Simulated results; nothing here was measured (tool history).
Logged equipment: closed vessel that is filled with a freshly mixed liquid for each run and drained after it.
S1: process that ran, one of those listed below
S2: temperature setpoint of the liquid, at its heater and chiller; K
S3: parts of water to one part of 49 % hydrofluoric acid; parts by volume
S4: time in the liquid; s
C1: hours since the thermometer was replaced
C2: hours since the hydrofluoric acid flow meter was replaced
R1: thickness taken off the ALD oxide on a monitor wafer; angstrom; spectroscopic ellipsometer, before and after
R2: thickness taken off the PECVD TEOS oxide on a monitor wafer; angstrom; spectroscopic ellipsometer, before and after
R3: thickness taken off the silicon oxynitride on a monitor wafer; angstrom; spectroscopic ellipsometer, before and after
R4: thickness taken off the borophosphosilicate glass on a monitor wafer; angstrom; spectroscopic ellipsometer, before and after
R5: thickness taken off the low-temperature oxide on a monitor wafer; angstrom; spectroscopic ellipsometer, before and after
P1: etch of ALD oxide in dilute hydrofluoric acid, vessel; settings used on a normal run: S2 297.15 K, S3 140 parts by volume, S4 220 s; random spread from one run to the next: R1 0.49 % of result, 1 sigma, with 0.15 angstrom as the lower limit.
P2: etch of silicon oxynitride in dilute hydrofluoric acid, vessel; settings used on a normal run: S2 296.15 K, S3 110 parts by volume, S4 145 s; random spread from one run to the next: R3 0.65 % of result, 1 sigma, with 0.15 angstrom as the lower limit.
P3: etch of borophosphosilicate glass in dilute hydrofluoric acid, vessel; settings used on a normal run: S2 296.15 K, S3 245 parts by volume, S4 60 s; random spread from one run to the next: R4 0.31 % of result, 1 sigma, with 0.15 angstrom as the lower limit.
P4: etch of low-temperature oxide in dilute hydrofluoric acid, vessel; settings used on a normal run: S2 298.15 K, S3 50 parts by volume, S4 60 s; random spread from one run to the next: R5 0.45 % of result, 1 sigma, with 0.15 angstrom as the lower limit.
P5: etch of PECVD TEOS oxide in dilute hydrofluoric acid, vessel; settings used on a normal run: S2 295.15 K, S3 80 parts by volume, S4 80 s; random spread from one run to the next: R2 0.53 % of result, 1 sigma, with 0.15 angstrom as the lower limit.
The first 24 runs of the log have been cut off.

Run 25, day 7.521: S1 P5, S2 295.15 K, S3 80 parts by volume, S4 80 s; C1 819.8; C2 484.6. Result: R2 153.990 angstrom.
Run 26, day 7.858: S1 P1, S2 292.65 K, S3 140 parts by volume, S4 320 s; C1 827.9; C2 492.7. Result: R1 297.320 angstrom.
Run 27, day 8.125: S1 P3, S2 296.15 K, S3 245 parts by volume, S4 30 s; C1 834.3; C2 499.1. Result: R4 47.386 angstrom.
Run 28, day 8.396: S1 P4, S2 298.15 K, S3 50 parts by volume, S4 60 s; C1 840.8; C2 505.6. Result: R5 480.23 angstrom.
Run 29, day 8.679: S1 P1, S2 297.15 K, S3 140 parts by volume, S4 320 s; C1 847.6; C2 512.4. Result: R1 353.770 angstrom.
Run 30, day 8.971: S1 P3, S2 296.15 K, S3 245 parts by volume, S4 60 s; C1 854.6; C2 519.4. Result: R4 95.004 angstrom.
Run 31, day 9.342: S1 P3, S2 290.15 K, S3 245 parts by volume, S4 60 s; C1 863.5; C2 528.3. Result: R4 75.963 angstrom.
Run 32, day 9.621: S1 P1, S2 297.15 K, S3 140 parts by volume, S4 220 s; C1 870.2; C2 535.0. Result: R1 244.400 angstrom.
Run 33, day 9.946: S1 P1, S2 297.15 K, S3 140 parts by volume, S4 220 s; C1 878.0; C2 542.8. Result: R1 250.610 angstrom.
Run 34, day 10.142: S1 P1, S2 297.15 K, S3 140 parts by volume, S4 220 s; C1 882.7; C2 547.5. Result: R1 254.620 angstrom.
Run 35, day 10.379: S1 P1, S2 297.15 K, S3 140 parts by volume, S4 220 s; C1 888.4; C2 553.2. Result: R1 257.970 angstrom.
Run 36, day 10.733: S1 P1, S2 297.15 K, S3 140 parts by volume, S4 220 s; C1 896.9; C2 561.7. Result: R1 258.160 angstrom.
Run 37, day 11.062: S1 P1, S2 297.15 K, S3 140 parts by volume, S4 220 s; C1 904.8; C2 569.6. Result: R1 259.400 angstrom.

Run 38 is up next; what results do you expect?
Run 38, day 11.350: S1 P1, S2 297.15 K, S3 140 parts by volume, S4 220 s; C1 911.7; C2 576.5. Result: R1 ?.

R1: 259.960 angstrom

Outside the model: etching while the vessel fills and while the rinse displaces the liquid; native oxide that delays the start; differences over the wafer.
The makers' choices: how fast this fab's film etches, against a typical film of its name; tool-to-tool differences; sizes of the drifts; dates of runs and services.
